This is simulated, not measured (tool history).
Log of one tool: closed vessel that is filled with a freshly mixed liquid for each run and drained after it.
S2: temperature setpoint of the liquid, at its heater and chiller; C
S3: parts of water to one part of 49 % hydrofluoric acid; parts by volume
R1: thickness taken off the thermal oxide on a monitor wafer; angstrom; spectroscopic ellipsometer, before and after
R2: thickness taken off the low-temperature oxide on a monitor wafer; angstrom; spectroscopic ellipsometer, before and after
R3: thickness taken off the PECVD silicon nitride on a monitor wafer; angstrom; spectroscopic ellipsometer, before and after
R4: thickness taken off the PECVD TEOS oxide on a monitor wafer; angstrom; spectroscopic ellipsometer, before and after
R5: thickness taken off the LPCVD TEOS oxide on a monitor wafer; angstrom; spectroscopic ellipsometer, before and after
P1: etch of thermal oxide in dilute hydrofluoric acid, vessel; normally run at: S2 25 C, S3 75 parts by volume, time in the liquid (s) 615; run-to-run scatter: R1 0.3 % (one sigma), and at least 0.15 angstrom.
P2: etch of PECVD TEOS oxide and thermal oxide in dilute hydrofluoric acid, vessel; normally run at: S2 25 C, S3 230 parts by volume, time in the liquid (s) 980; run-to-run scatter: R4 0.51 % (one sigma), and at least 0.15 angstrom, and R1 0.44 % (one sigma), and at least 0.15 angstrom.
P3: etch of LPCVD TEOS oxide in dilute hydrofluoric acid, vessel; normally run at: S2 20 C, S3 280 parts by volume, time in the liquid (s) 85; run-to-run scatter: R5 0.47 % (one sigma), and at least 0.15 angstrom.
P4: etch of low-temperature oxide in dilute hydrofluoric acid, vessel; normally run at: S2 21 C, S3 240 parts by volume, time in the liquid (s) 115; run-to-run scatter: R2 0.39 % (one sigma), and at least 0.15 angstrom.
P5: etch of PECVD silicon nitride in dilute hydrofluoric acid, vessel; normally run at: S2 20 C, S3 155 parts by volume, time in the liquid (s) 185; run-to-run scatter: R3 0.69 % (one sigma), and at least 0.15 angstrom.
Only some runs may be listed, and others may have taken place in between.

Run 1, hour 9.9: process that ran P1, S2 25 C, S3 75 parts by volume, time in the liquid (s) 615. Result: R1 425.43 angstrom.
Run 2, hour 19.3: process that ran P4, S2 21 C, S3 75 parts by volume, time in the liquid (s) 115. Result: R2 261.13 angstrom.
Run 3, hour 28.1: process that ran P5, S2 20 C, S3 155 parts by volume, time in the liquid (s) 80. Result: R3 17.846 angstrom.
Run 4, hour 40: process that ran P2, S2 25 C, S3 230 parts by volume, time in the liquid (s) 1965. Result: R1 343.98 angstrom, R4 653.55 angstrom.
Run 5, hour 49.6: process that ran P1, S2 25 C, S3 75 parts by volume, time in the liquid (s) 615. Result: R1 425.1 angstrom.
Run 6, hour 61.9: process that ran P5, S2 17 C, S3 155 parts by volume, time in the liquid (s) 185. Result: R3 33.346 angstrom.
Run 7, hour 72.6: process that ran P1, S2 25 C, S3 75 parts by volume, time in the liquid (s) 1000. Result: R1 693.03 angstrom.
Run 8, hour 86.1: process that ran P3, S2 20 C, S3 280 parts by volume, time in the liquid (s) 85. Result: R5 44.773 angstrom.
Run 9, hour 93.8: process that ran P3, S2 20 C, S3 280 parts by volume, time in the liquid (s) 30. Result: R5 15.944 angstrom.
Run 10, hour 101.3: process that ran P2, S2 18.5 C, S3 230 parts by volume, time in the liquid (s) 980. Result: R1 135.28 angstrom, R4 254.93 angstrom.
Run 11, hour 117.3: process that ran P1, S2 25 C, S3 20 parts by volume, time in the liquid (s) 615. Result: R1 1718.8 angstrom.
Run 12, hour 131: process that ran P1, S2 25 C, S3 75 parts by volume, time in the liquid (s) 615. Result: R1 426.92 angstrom.
Run 13, hour 138.6: process that ran P5, S2 20 C, S3 155 parts by volume, time in the liquid (s) 185. Result: R3 41.099 angstrom.
Run 14, hour 147.2: process that ran P2, S2 25 C, S3 230 parts by volume, time in the liquid (s) 980. Result: R1 171.36 angstrom, R4 328.43 angstrom.
Run 15, hour 159.6: process that ran P3, S2 17 C, S3 280 parts by volume, time in the liquid (s) 85. Result: R5 40.279 angstrom.
Run 16, hour 175.4: process that ran P1, S2 19.5 C, S3 75 parts by volume, time in the liquid (s) 615. Result: R1 340.48 angstrom.
Run 17, hour 191: process that ran P4, S2 21 C, S3 240 parts by volume, time in the liquid (s) 200. Result: R2 119.66 angstrom.
Run 18, hour 199.5: process that ran P5, S2 20 C, S3 215 parts by volume, time in the liquid (s) 185. Result: R3 30.234 angstrom.
Run 19, hour 213.6: process that ran P1, S2 30.5 C, S3 75 parts by volume, time in the liquid (s) 615. Result: R1 527.26 angstrom.
Run 20, hour 221.9: process that ran P4, S2 17 C, S3 240 parts by volume, time in the liquid (s) 115. Result: R2 58.98 angstrom.
Run 21, hour 231.2: process that ran P3, S2 20 C, S3 90 parts by volume, time in the liquid (s) 85. Result: R5 170.66 angstrom.
Run 22, hour 242.6: process that ran P4, S2 21 C, S3 240 parts by volume, time in the liquid (s) 115. Result: R2 68.767 angstrom.
Run 23, hour 258: process that ran P2, S2 25 C, S3 55 parts by volume, time in the liquid (s) 980. Result: R1 872.65 angstrom, R4 1683.9 angstrom.
Run 24, hour 272.6: process that ran P3, S2 20 C, S3 280 parts by volume, time in the liquid (s) 85. Result: R5 45.121 angstrom.
Run 25, hour 287.5: process that ran P1, S2 25 C, S3 75 parts by volume, time in the liquid (s) 140. Result: R1 97.245 angstrom.
Run 26, hour 302.8: process that ran P1, S2 25 C, S3 140 parts by volume, time in the liquid (s) 615. Result: R1 209.52 angstrom.
Run 27, hour 312.7: process that ran P1, S2 31 C, S3 75 parts by volume, time in the liquid (s) 1010. Result: R1 884.57 angstrom.
Run 28, hour 322.2: process that ran P1, S2 25 C, S3 75 parts by volume, time in the liquid (s) 615. Result: R1 428.7 angstrom.
Run 29, hour 335: process that ran P1, S2 25 C, S3 115 parts by volume, time in the liquid (s) 350. Result: R1 150.36 angstrom.
Run 30, hour 349.9: process that ran P1, S2 25 C, S3 75 parts by volume, time in the liquid (s) 615. Result: R1 427.49 angstrom.
Run 31, hour 357.6: process that ran P1, S2 25 C, S3 75 parts by volume, time in the liquid (s) 615. Result: R1 420.19 angstrom.

What will run 32 give?
Run 32, hour 371: process that ran P1, S2 25 C, S3 75 parts by volume, time in the liquid (s) 615. Result: R1 ?.

{"run 32": {"R1": 409.12}}
